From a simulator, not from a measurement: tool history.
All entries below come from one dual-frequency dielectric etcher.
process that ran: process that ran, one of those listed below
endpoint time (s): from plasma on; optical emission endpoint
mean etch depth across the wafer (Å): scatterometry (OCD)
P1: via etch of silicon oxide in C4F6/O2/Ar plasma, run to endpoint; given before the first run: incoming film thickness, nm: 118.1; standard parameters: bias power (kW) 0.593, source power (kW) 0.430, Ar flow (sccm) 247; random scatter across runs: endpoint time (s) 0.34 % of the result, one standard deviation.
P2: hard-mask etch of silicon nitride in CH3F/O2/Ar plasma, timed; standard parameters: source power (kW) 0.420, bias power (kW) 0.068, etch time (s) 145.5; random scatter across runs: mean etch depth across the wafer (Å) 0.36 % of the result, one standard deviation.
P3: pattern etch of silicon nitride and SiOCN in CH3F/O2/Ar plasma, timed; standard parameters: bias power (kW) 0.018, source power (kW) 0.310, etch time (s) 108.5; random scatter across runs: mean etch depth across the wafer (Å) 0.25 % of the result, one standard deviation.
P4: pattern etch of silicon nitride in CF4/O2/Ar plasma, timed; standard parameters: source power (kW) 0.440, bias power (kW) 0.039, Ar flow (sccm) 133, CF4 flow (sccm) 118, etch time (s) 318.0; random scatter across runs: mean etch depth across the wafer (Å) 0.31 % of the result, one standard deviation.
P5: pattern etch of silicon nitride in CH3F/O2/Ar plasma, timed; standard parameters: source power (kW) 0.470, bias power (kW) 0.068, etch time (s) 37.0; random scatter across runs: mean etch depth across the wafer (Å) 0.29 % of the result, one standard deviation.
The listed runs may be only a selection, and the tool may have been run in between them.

run,hour,process that ran,bias power (kW),source power (kW),Ar flow (sccm),etch time (s),CF4 flow (sccm),hours since the last wet clean,hours since the last bias power generator calibration,hours since the last source power generator calibration,hours since the last Ar flow controller change,endpoint time (s),mean etch depth across the wafer (Å)
1,3.6,P1,0.593,0.430,247,,,112.6,924.7,2785.9,618.7,23.932,
2,10.0,P1,0.482,0.430,305,,,119.0,931.1,2792.3,625.1,26.535,
3,15.7,P5,0.068,0.470,,37.0,,124.7,936.8,2798.0,630.8,,276.58
4,21.0,P5,0.068,0.610,,37.0,,130.0,942.1,2803.3,636.1,,304.24
5,26.3,P4,0.039,0.440,133,318.0,118,135.3,947.4,2808.6,641.4,,4852.70
6,31.2,P5,0.055,0.470,,37.0,,140.2,952.3,2813.5,646.3,,258.29
# hour 35.6: Ar flow controller replaced
7,35.6,P1,0.593,0.430,247,,,144.6,956.7,2817.9,0.0,24.115,
8,38.8,P3,0.018,0.410,,108.5,,147.8,959.9,2821.1,3.2,,130.40
9,43.1,P2,0.085,0.420,,145.5,,152.1,964.2,2825.4,7.5,,1046.60
10,48.0,P1,0.593,0.430,319,,,157.0,969.1,2830.3,12.4,24.756,
11,52.8,P1,0.593,0.430,247,,,161.8,973.9,2835.1,17.2,24.241,
12,58.6,P5,0.068,0.470,,21.5,,167.6,979.7,2840.9,23.0,,159.62
13,64.9,P1,0.821,0.430,247,,,173.9,986.0,2847.2,29.3,21.242,
14,68.2,P4,0.039,0.440,133,318.0,69,177.2,989.3,2850.5,32.6,,4498.20
15,73.3,P3,0.013,0.310,,108.5,,182.3,994.4,2855.6,37.7,,102.90
16,79.8,P2,0.068,0.420,,145.5,,188.8,1000.9,2862.1,44.2,,973.00
17,84.6,P3,0.018,0.310,,151.5,,193.6,1005.7,2866.9,49.0,,165.78
18,89.9,P4,0.039,0.260,133,318.0,118,198.9,1011.0,2872.2,54.3,,3089.90
19,93.1,P4,0.039,0.440,133,398.0,118,202.1,1014.2,2875.4,57.5,,6102.10
20,98.5,P2,0.068,0.420,,203.5,,207.5,1019.6,2880.8,62.9,,1356.10
21,102.3,P1,0.593,0.560,247,,,211.3,1023.4,2884.6,66.7,22.079,
22,107.6,P1,0.471,0.430,294,,,216.6,1028.7,2889.9,72.0,26.869,
23,110.4,P2,0.068,0.420,,145.5,,219.4,1031.5,2892.7,74.8,,967.17
24,115.1,P1,0.386,0.430,247,,,224.1,1036.2,2897.4,79.5,28.395,
25,119.8,P1,0.593,0.430,162,,,228.8,1040.9,2902.1,84.2,22.814,
26,123.8,P2,0.068,0.570,,145.5,,232.8,1044.9,2906.1,88.2,,1083.50
27,128.6,P1,0.593,0.430,247,,,237.6,1049.7,2910.9,93.0,24.055,
28,131.8,P1,0.593,0.320,247,,,240.8,1052.9,2914.1,96.2,26.762,
29,138.0,P4,0.039,0.440,95,318.0,118,247.0,1059.1,2920.3,102.4,,5115.20
30,141.4,P3,0.018,0.310,,108.5,,250.4,1062.5,2923.7,105.8,,118.70
31,145.6,P1,0.593,0.430,247,,,254.6,1066.7,2927.9,110.0,24.042,
32,149.4,P4,0.047,0.440,133,318.0,118,258.4,1070.5,2931.7,113.8,,5242.10
33,152.6,P1,0.593,0.430,247,,,261.6,1073.7,2934.9,117.0,24.125,
34,155.9,P1,0.593,0.430,247,,,264.9,1077.0,2938.2,120.3,23.988,
35,162.3,P1,0.593,0.430,247,,,271.3,1083.4,2944.6,126.7,23.864,
36,167.3,P1,0.593,0.430,247,,,276.3,1088.4,2949.6,131.7,23.796,
37,172.4,P1,0.593,0.430,247,,,281.4,1093.5,2954.7,136.8,23.590,
# hour 174.6: Ar flow controller replaced
38,177.8,P1,0.593,0.430,247,,,286.8,1098.9,2960.1,3.3,23.694,
# hour 182.8: wet clean of the chamber
39,183.4,P1,0.593,0.430,247,,,0.7,1104.5,2965.7,8.9,23.685,
40,188.5,P1,0.593,0.430,247,,,5.8,1109.6,2970.8,14.0,23.732,
41,193.3,P1,0.593,0.430,247,,,10.6,1114.4,2975.6,18.8,23.639,
42,197.5,P1,0.593,0.430,247,,,14.8,1118.6,2979.8,23.0,23.773,
43,201.3,P1,0.593,0.430,247,,,18.6,1122.4,2983.6,26.8,23.714,
44,204.1,P1,0.593,0.430,247,,,21.4,1125.2,2986.4,29.6,23.625,

The log shows P1 creeping away from where it was. Any of the 2 causes listed here, at the size stated for it, fits the log just as well as the others:
A: bias power that arrives over what is set, % = 4.67
B: source power that arrives over what is set, % = 4.88
At approximately hour 152.6, the process output began to creep.
Other possible causes, and why each is ruled out:
chamber walls in a state that raises the etch rate, %: serviced after onset, at hour 182.8, with no recovery of the prior output
Ar flow that arrives under what is set, %: serviced after onset, at hour 174.6, with no recovery of the prior output

Each of the 4 check runs below uses one wafer; its results are left as question marks. Which run tells the causes apart?
check 1,206.9,P3,0.018,0.400,,108.5,,,,,,,?
check 2,206.9,P5,0.057,0.470,,27.0,,,,,,,?
check 3,206.9,P2,0.083,0.420,,194.5,,,,,,,?
check 4,206.9,P4,0.039,0.280,133,318.0,118,,,,,,?

Predicted outcomes, by check and by cause:
check,result,if A,if B
check 1,mean etch depth across the wafer (Å),131.73,131.37
check 2,mean etch depth across the wafer (Å),192.67,193.41
check 3,mean etch depth across the wafer (Å),1408.70,1411.20
check 4,mean etch depth across the wafer (Å),3346.00,3428.10
Distance between the nearest two causes, measured in the result of the check that separates them most: check 1 0.27 %; check 2 0.38 %; check 3 0.18 %; check 4 2.42 %
Of the check runs offered, only check 4 discriminates between the causes; the rest would read about the same regardless of which cause applies.

Here is what check 4 returned: mean etch depth across the wafer (Å) 3350.40. Which cause is it?

It was cause A: bias power that arrives over what is set, %.
